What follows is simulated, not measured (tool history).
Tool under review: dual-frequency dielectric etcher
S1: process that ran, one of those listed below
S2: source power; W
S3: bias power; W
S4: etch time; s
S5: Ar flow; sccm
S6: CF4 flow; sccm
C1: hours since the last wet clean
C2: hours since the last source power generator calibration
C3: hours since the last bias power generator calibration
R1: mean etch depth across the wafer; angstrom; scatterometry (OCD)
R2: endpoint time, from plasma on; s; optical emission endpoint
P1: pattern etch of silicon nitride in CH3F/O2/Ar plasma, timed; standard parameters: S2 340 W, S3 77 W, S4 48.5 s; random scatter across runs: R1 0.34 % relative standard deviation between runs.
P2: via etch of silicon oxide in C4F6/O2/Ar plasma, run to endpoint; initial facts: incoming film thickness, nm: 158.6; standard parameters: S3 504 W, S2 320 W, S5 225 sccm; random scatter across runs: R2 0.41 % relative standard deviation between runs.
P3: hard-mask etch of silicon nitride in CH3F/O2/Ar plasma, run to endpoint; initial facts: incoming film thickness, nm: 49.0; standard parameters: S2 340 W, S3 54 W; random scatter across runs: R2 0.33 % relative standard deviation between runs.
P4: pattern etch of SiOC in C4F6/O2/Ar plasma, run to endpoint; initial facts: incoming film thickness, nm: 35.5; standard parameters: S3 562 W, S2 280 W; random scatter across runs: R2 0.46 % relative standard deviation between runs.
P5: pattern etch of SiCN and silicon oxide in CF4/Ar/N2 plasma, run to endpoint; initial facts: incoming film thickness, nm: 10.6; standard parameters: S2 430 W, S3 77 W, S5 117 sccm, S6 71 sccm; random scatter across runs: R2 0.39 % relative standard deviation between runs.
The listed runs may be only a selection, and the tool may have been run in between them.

run 1 hour=14.8 | S1=P1 S2=340 S3=77 S4=48.5 | C1=105.3 C2=1203.8 C3=422.1 | R1=325.32
run 2 hour=24.5 | S1=P1 S2=340 S3=77 S4=36 | C1=115 C2=1213.5 C3=431.8 | R1=242.4
run 3 hour=37.3 | S1=P1 S2=400 S3=77 S4=48.5 | C1=127.8 C2=1226.3 C3=444.6 | R1=344.72
run 4 hour=49.3 | S1=P2 S2=320 S3=339 S5=225 | C1=139.8 C2=1238.3 C3=456.6 | R2=41.068
run 5 hour=58.5 | S1=P4 S2=280 S3=562 | C1=149 C2=1247.5 C3=465.8 | R2=13.204
run 6 hour=72.6 | S1=P5 S2=430 S3=77 S5=117 S6=46 | C1=163.1 C2=1261.6 C3=479.9 | R2=13.54
run 7 hour=87 | S1=P2 S2=320 S3=504 S5=225 | C1=177.5 C2=1276 C3=494.3 | R2=35.707
run 8 hour=95.3 | S1=P1 S2=340 S3=77 S4=48.5 | C1=185.8 C2=1284.3 C3=502.6 | R1=323.74
run 9 hour=104.2 | S1=P3 S2=340 S3=71 | C1=194.7 C2=1293.2 C3=511.5 | R2=77.93
run 10 hour=113.8 | S1=P5 S2=430 S3=77 S5=117 S6=71 | C1=204.3 C2=1302.8 C3=521.1 | R2=12.498
run 11 hour=127.1 | S1=P1 S2=340 S3=77 S4=66.5 | C1=217.6 C2=1316.1 C3=534.4 | R1=445.33
run 12 hour=137.7 | S1=P4 S2=200 S3=562 | C1=228.2 C2=1326.7 C3=545 | R2=14.907
run 13 hour=144.9 | S1=P4 S2=280 S3=783 | C1=235.4 C2=1333.9 C3=552.2 | R2=11.555
run 14 hour=151.7 | S1=P1 S2=340 S3=77 S4=48.5 | C1=242.2 C2=1340.7 C3=559 | R1=327.19
run 15 hour=166 | S1=P1 S2=340 S3=77 S4=48.5 | C1=256.5 C2=1355 C3=573.3 | R1=327.18
run 16 hour=172.5 | S1=P1 S2=220 S3=77 S4=48.5 | C1=263 C2=1361.5 C3=579.8 | R1=273.84
run 17 hour=179.9 | S1=P3 S2=420 S3=54 | C1=270.4 C2=1368.9 C3=587.2 | R2=78.083
run 18 hour=188.1 | S1=P5 S2=550 S3=77 S5=117 S6=71 | C1=278.6 C2=1377.1 C3=595.4 | R2=10.05
run 19 hour=203 | S1=P2 S2=230 S3=504 S5=225 | C1=293.5 C2=1392 C3=610.3 | R2=40.433
run 20 hour=211.1 | S1=P1 S2=340 S3=48 S4=48.5 | C1=301.6 C2=1400.1 C3=618.4 | R1=277.47
run 21 hour=220.7 | S1=P5 S2=430 S3=77 S5=117 S6=71 | C1=311.2 C2=1409.7 C3=628 | R2=12.522
run 22 hour=232.1 | S1=P1 S2=340 S3=102 S4=48.5 | C1=322.6 C2=1421.1 C3=639.4 | R1=362.15
run 23 hour=238.9 | S1=P3 S2=340 S3=54 | C1=329.4 C2=1427.9 C3=646.2 | R2=84.756
run 24 hour=251.8 | S1=P2 S2=320 S3=504 S5=148 | C1=342.3 C2=1440.8 C3=659.1 | R2=34.13
run 25 hour=261.3 | S1=P3 S2=340 S3=54 | C1=351.8 C2=1450.3 C3=668.6 | R2=85.547
run 26 hour=274.9 | S1=P1 S2=340 S3=77 S4=48.5 | C1=365.4 C2=1463.9 C3=682.2 | R1=324.5
run 27 hour=287.7 | S1=P1 S2=340 S3=77 S4=48.5 | C1=378.2 C2=1476.7 C3=695 | R1=325.88
run 28 hour=297.1 | S1=P2 S2=320 S3=504 S5=225 | C1=387.6 C2=1486.1 C3=704.4 | R2=35.901
run 29 hour=310.7 | S1=P5 S2=430 S3=60 S5=117 S6=71 | C1=401.2 C2=1499.7 C3=718 | R2=13.648
run 30 hour=322.9 | S1=P1 S2=230 S3=77 S4=58 | C1=413.4 C2=1511.9 C3=730.2 | R1=336.99
run 31 hour=337.8 | S1=P5 S2=430 S3=77 S5=146 S6=71 | C1=428.3 C2=1526.8 C3=745.1 | R2=12.986
run 32 hour=351.9 | S1=P1 S2=340 S3=77 S4=48.5 | C1=442.4 C2=1540.9 C3=759.2 | R1=325.76
run 33 hour=365.6 | S1=P1 S2=340 S3=77 S4=48.5 | C1=456.1 C2=1554.6 C3=772.9 | R1=321.52
run 34 hour=373.4 | S1=P1 S2=340 S3=77 S4=48.5 | C1=463.9 C2=1562.4 C3=780.7 | R1=320.63
-- hour=378.5 wet clean of the chamber
run 35 hour=382.8 | S1=P1 S2=340 S3=77 S4=48.5 | C1=4.3 C2=1571.8 C3=790.1 | R1=321.23
run 36 hour=392.7 | S1=P1 S2=340 S3=77 S4=48.5 | C1=14.2 C2=1581.7 C3=800 | R1=320.99
run 37 hour=399.6 | S1=P1 S2=340 S3=77 S4=48.5 | C1=21.1 C2=1588.6 C3=806.9 | R1=320.22
run 38 hour=413.6 | S1=P1 S2=340 S3=77 S4=48.5 | C1=35.1 C2=1602.6 C3=820.9 | R1=319.01
run 39 hour=421.2 | S1=P1 S2=340 S3=77 S4=48.5 | C1=42.7 C2=1610.2 C3=828.5 | R1=319.25

The output of P1 has drifted from where it used to be. Each of the 2 causes below, taken at the size shown beside it, accounts for the log equally well:
A: source power that arrives under what is set, % = 4.4
B: bias power that arrives under what is set, % = 4.72
The gradual shift began around hour 351.9.
Other possible causes, and why each is ruled out:
chamber walls in a state that lowers the etch rate, %: its service at hour 378.5 followed the start of the drift and did not put the process back to its old value

Of the 4 check runs below, each run on 2 wafers with the results averaged and each result still a question mark, which one would tell the listed causes apart?
run check 1 hour=428.8 | S1=P5 S2=430 S3=77 S5=117 S6=71 | R2=?
run check 2 hour=428.8 | S1=P3 S2=340 S3=54 | R2=?
run check 3 hour=428.8 | S1=P2 S2=320 S3=504 S5=225 | R2=?
run check 4 hour=428.8 | S1=P4 S2=280 S3=562 | R2=?

Check results expected under each cause:
check=check_1 result=R2 if_A=13.07 if_B=12.778
check=check_2 result=R2 if_A=86.328 if_B=86.177
check=check_3 result=R2 if_A=36.26 if_B=36.323
check=check_4 result=R2 if_A=13.462 if_B=13.492
Minimum pairwise separation of causes per check, each pair taken at its best-separating result: check 1 2.26 %; check 2 0.18 %; check 3 0.17 %; check 4 0.22 %
Check 1 is the one run that separates the causes; every other check would come out nearly the same whichever cause is at work.

Here is what check 1 returned: R2 13.101 s. Which cause is it?

It was cause A: source power that arrives under what is set, %.
